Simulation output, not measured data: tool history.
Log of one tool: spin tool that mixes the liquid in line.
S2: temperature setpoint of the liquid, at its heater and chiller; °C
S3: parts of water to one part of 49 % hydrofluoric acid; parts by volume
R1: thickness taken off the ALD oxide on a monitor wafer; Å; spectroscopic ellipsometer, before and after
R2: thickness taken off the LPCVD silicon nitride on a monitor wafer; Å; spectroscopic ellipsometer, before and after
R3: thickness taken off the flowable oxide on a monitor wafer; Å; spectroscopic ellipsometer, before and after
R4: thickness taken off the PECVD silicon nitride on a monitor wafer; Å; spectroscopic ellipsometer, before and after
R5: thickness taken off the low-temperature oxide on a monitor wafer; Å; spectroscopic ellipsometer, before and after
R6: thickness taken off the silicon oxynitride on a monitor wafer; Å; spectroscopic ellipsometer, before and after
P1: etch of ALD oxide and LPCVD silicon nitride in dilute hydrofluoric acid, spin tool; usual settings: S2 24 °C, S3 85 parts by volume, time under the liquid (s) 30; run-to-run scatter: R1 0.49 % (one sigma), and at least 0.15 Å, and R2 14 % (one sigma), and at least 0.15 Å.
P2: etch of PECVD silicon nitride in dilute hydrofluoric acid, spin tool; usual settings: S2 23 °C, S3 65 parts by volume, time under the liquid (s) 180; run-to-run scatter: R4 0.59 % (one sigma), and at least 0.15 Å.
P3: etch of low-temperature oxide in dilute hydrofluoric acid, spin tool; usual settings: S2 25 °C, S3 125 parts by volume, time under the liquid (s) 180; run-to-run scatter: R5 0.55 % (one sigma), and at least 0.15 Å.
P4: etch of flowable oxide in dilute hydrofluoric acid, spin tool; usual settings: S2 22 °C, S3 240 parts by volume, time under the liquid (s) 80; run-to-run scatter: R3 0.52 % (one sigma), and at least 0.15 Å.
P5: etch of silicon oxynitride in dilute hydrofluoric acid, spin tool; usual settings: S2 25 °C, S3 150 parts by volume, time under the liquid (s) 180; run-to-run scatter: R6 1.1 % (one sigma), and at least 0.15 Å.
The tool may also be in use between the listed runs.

run 1 hour=4 | process_that_ran=P1 S2=24 S3=85 time_under_the_liquid_(s)=30 | R1=95.351 R2=1.7129
run 2 hour=7.8 | process_that_ran=P4 S2=22 S3=135 time_under_the_liquid_(s)=80 | R3=216.28
run 3 hour=13.5 | process_that_ran=P2 S2=23 S3=20 time_under_the_liquid_(s)=180 | R4=138.26
run 4 hour=18.1 | process_that_ran=P2 S2=23 S3=65 time_under_the_liquid_(s)=180 | R4=43.425
run 5 hour=24 | process_that_ran=P1 S2=24 S3=85 time_under_the_liquid_(s)=30 | R1=95.111 R2=1.2277
run 6 hour=29.3 | process_that_ran=P3 S2=25 S3=195 time_under_the_liquid_(s)=180 | R5=247.65
run 7 hour=34.8 | process_that_ran=P5 S2=25 S3=150 time_under_the_liquid_(s)=280 | R6=37.103
run 8 hour=40.4 | process_that_ran=P2 S2=27.5 S3=65 time_under_the_liquid_(s)=180 | R4=59.347
run 9 hour=44.4 | process_that_ran=P1 S2=18.5 S3=85 time_under_the_liquid_(s)=30 | R1=75.868 R2=0.94085
run 10 hour=49.7 | process_that_ran=P3 S2=25 S3=125 time_under_the_liquid_(s)=180 | R5=423.04
run 11 hour=56.7 | process_that_ran=P1 S2=24 S3=85 time_under_the_liquid_(s)=45 | R1=143.72 R2=1.7717
run 12 hour=61.4 | process_that_ran=P1 S2=24 S3=85 time_under_the_liquid_(s)=15 | R1=48.092 R2=0.84987
run 13 hour=68.2 | process_that_ran=P5 S2=33 S3=150 time_under_the_liquid_(s)=180 | R6=33.373
run 14 hour=71.9 | process_that_ran=P1 S2=31 S3=85 time_under_the_liquid_(s)=50 | R1=210.2 R2=3.9923
run 15 hour=77.5 | process_that_ran=P4 S2=22 S3=240 time_under_the_liquid_(s)=35 | R3=47.731
run 16 hour=83.4 | process_that_ran=P3 S2=32.5 S3=125 time_under_the_liquid_(s)=180 | R5=557.32
run 17 hour=89.7 | process_that_ran=P1 S2=24 S3=85 time_under_the_liquid_(s)=30 | R1=96.253 R2=1.4611
run 18 hour=95.4 | process_that_ran=P1 S2=24 S3=85 time_under_the_liquid_(s)=30 | R1=96.811 R2=1.4565
run 19 hour=100.2 | process_that_ran=P2 S2=23 S3=65 time_under_the_liquid_(s)=180 | R4=43.352
run 20 hour=105.6 | process_that_ran=P5 S2=25 S3=50 time_under_the_liquid_(s)=180 | R6=77.188
run 21 hour=109.3 | process_that_ran=P1 S2=19.5 S3=60 time_under_the_liquid_(s)=30 | R1=115.29 R2=1.6164
run 22 hour=113.1 | process_that_ran=P4 S2=17 S3=240 time_under_the_liquid_(s)=80 | R3=89.951
run 23 hour=118.3 | process_that_ran=P4 S2=22 S3=240 time_under_the_liquid_(s)=80 | R3=109.26
run 24 hour=123.8 | process_that_ran=P5 S2=25 S3=150 time_under_the_liquid_(s)=180 | R6=22.822
run 25 hour=127.4 | process_that_ran=P3 S2=25 S3=125 time_under_the_liquid_(s)=100 | R5=235.07
run 26 hour=132.8 | process_that_ran=P1 S2=24 S3=130 time_under_the_liquid_(s)=30 | R1=59.18 R2=0.52599
run 27 hour=137.6 | process_that_ran=P1 S2=29 S3=85 time_under_the_liquid_(s)=30 | R1=116.85 R2=1.879
run 28 hour=142.1 | process_that_ran=P2 S2=23 S3=65 time_under_the_liquid_(s)=85 | R4=20.692
run 29 hour=145.3 | process_that_ran=P1 S2=24 S3=35 time_under_the_liquid_(s)=30 | R1=249.07 R2=4.0998
run 30 hour=152.1 | process_that_ran=P4 S2=22 S3=240 time_under_the_liquid_(s)=80 | R3=109.7
run 31 hour=158.8 | process_that_ran=P1 S2=24 S3=85 time_under_the_liquid_(s)=30 | R1=96.024 R2=1.4152
run 32 hour=164.7 | process_that_ran=P1 S2=24 S3=85 time_under_the_liquid_(s)=30 | R1=98.48 R2=1.739
run 33 hour=172 | process_that_ran=P1 S2=24 S3=85 time_under_the_liquid_(s)=30 | R1=99.078 R2=1.6258
run 34 hour=176.7 | process_that_ran=P1 S2=24 S3=85 time_under_the_liquid_(s)=30 | R1=99.97 R2=1.7591
run 35 hour=181.5 | process_that_ran=P1 S2=24 S3=85 time_under_the_liquid_(s)=30 | R1=100.47 R2=1.3099
run 36 hour=186.2 | process_that_ran=P1 S2=24 S3=85 time_under_the_liquid_(s)=30 | R1=101.17 R2=1.5106
run 37 hour=193.3 | process_that_ran=P1 S2=24 S3=85 time_under_the_liquid_(s)=30 | R1=101.41 R2=1.7844
run 38 hour=196.7 | process_that_ran=P1 S2=24 S3=85 time_under_the_liquid_(s)=30 | R1=102.24 R2=1.688
run 39 hour=200 | process_that_ran=P1 S2=24 S3=85 time_under_the_liquid_(s)=30 | R1=101.76 R2=1.5153
run 40 hour=206.7 | process_that_ran=P1 S2=24 S3=85 time_under_the_liquid_(s)=30 | R1=101.49 R2=1.725
run 41 hour=212.2 | process_that_ran=P1 S2=24 S3=85 time_under_the_liquid_(s)=30 | R1=102.21 R2=1.638
run 42 hour=215.7 | process_that_ran=P1 S2=24 S3=85 time_under_the_liquid_(s)=30 | R1=101.71 R2=1.8596

What P1 gives has crept away from where it was. These 2 causes fit the log equally well, each at the size given:
A: hydrofluoric acid flow above the setpoint (%) = 5.62
B: liquid hotter than its thermometer reads (K) = 1.52
The creep began at about hour 158.8.

4 check runs are offered, one wafer each, their results left as question marks. Which one tells the causes apart?
run check 1 hour=219.2 | process_that_ran=P4 S2=22 S3=160 time_under_the_liquid_(s)=40 | R3=?
run check 2 hour=219.2 | process_that_ran=P2 S2=27.5 S3=35 time_under_the_liquid_(s)=180 | R4=?
run check 3 hour=219.2 | process_that_ran=P5 S2=32.5 S3=105 time_under_the_liquid_(s)=180 | R6=?
run check 4 hour=219.2 | process_that_ran=P3 S2=30.5 S3=125 time_under_the_liquid_(s)=180 | R5=?

What each check would give under each cause:
check=check_1 result=R3 if_A=94.97 if_B=94.457
check=check_2 result=R4 if_A=114 if_B=119.48
check=check_3 result=R6 if_A=51.856 if_B=52.119
check=check_4 result=R5 if_A=553.43 if_B=548.6
How far apart the two closest causes lie, in the result that separates them most: check 1 0.54 %; check 2 4.69 %; check 3 0.51 %; check 4 0.88 %
Check 2 tells the causes apart: in the others they would give nearly the same result.

Then check 2 was run and gave: R4 120.63 Å. Which cause is it?

It is B: liquid hotter than its thermometer reads (K).

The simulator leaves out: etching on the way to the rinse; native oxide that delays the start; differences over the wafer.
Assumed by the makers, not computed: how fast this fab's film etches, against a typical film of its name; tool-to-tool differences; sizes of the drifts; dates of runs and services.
